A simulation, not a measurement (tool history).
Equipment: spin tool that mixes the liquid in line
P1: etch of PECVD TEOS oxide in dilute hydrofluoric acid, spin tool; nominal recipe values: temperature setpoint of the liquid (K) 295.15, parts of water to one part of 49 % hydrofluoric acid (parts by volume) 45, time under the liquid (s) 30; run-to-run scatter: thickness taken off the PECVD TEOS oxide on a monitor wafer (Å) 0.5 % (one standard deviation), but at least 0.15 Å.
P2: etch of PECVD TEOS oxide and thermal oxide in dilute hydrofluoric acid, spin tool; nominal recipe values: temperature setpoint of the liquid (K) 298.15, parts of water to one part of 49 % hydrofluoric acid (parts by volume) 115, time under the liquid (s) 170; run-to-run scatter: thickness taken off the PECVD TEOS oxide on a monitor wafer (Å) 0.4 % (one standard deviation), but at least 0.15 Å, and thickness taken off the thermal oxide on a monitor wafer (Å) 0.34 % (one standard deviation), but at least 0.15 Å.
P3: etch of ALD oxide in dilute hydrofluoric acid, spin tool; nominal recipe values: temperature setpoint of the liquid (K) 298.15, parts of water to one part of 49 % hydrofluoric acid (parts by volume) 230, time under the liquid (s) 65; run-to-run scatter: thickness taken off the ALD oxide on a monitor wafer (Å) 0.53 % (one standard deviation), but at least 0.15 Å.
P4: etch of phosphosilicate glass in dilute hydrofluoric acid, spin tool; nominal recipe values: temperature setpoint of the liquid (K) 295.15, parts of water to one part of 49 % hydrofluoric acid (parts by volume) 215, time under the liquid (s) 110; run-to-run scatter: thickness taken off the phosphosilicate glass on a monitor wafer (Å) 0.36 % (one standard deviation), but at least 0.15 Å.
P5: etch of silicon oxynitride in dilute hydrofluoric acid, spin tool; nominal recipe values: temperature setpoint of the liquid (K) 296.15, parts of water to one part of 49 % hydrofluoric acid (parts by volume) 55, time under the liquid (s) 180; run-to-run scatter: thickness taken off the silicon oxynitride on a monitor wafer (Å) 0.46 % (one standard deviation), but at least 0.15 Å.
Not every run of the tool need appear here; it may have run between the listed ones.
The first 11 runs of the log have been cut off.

run,hour,process that ran,temperature setpoint of the liquid (K),parts of water to one part of 49 % hydrofluoric acid (parts by volume),time under the liquid (s),hours since the thermometer was replaced,hours since the hydrofluoric acid flow meter was replaced,thickness taken off the PECVD TEOS oxide on a monitor wafer (Å),thickness taken off the ALD oxide on a monitor wafer (Å),thickness taken off the phosphosilicate glass on a monitor wafer (Å),thickness taken off the silicon oxynitride on a monitor wafer (Å),thickness taken off the thermal oxide on a monitor wafer (Å)
12,39.3,P2,298.15,20,170,13.9,505.1,2581.8,,,,485.04
13,41.7,P1,295.15,20,50,16.3,507.5,386.64,,,,
14,45.7,P3,298.15,230,65,20.3,511.5,,80.353,,,
15,48.3,P2,290.65,115,170,22.9,514.1,290.7,,,,55.26
16,51.6,P4,295.15,215,15,26.2,517.4,,,44.494,,
17,54.8,P1,299.65,65,30,29.4,520.6,80.554,,,,
18,57.9,P1,295.15,45,30,32.5,523.7,100.47,,,,
19,61.6,P2,298.15,115,170,36.2,527.4,395.43,,,,74.616
20,64.5,P5,296.15,55,180,39.1,530.3,,,,73.373,
# hour 64.6: hydrofluoric acid flow meter replaced
21,66.8,P1,295.15,45,30,41.4,2.3,99.969,,,,
22,70.7,P3,298.15,330,65,45.3,6.2,,50.944,,,
23,73,P1,295.15,45,15,47.6,8.5,50.073,,,,
24,75.2,P5,296.15,55,180,49.8,10.7,,,,73.446,
25,78,P1,295.15,45,30,52.6,13.5,100.43,,,,
26,80.9,P1,301.15,45,30,55.5,16.4,128.47,,,,
27,84.3,P5,296.15,30,180,58.9,19.8,,,,136.75,
28,87.7,P2,298.15,115,320,62.3,23.2,748.58,,,,139.72
29,90.5,P2,298.15,115,170,65.1,26,397.9,,,,74.135
30,93.5,P1,295.15,20,30,68.1,29,233.77,,,,
31,96.6,P4,295.15,50,110,71.2,32.1,,,1698,,
32,100.9,P3,303.15,230,65,75.5,36.4,,95.473,,,
33,103.1,P1,295.15,45,30,77.7,38.6,100.24,,,,

Forecast run 34:
34,106.5,P1,295.15,45,30,81.1,42,?,,,,

Run 34 gave thickness taken off the PECVD TEOS oxide on a monitor wafer (Å) 103.4.

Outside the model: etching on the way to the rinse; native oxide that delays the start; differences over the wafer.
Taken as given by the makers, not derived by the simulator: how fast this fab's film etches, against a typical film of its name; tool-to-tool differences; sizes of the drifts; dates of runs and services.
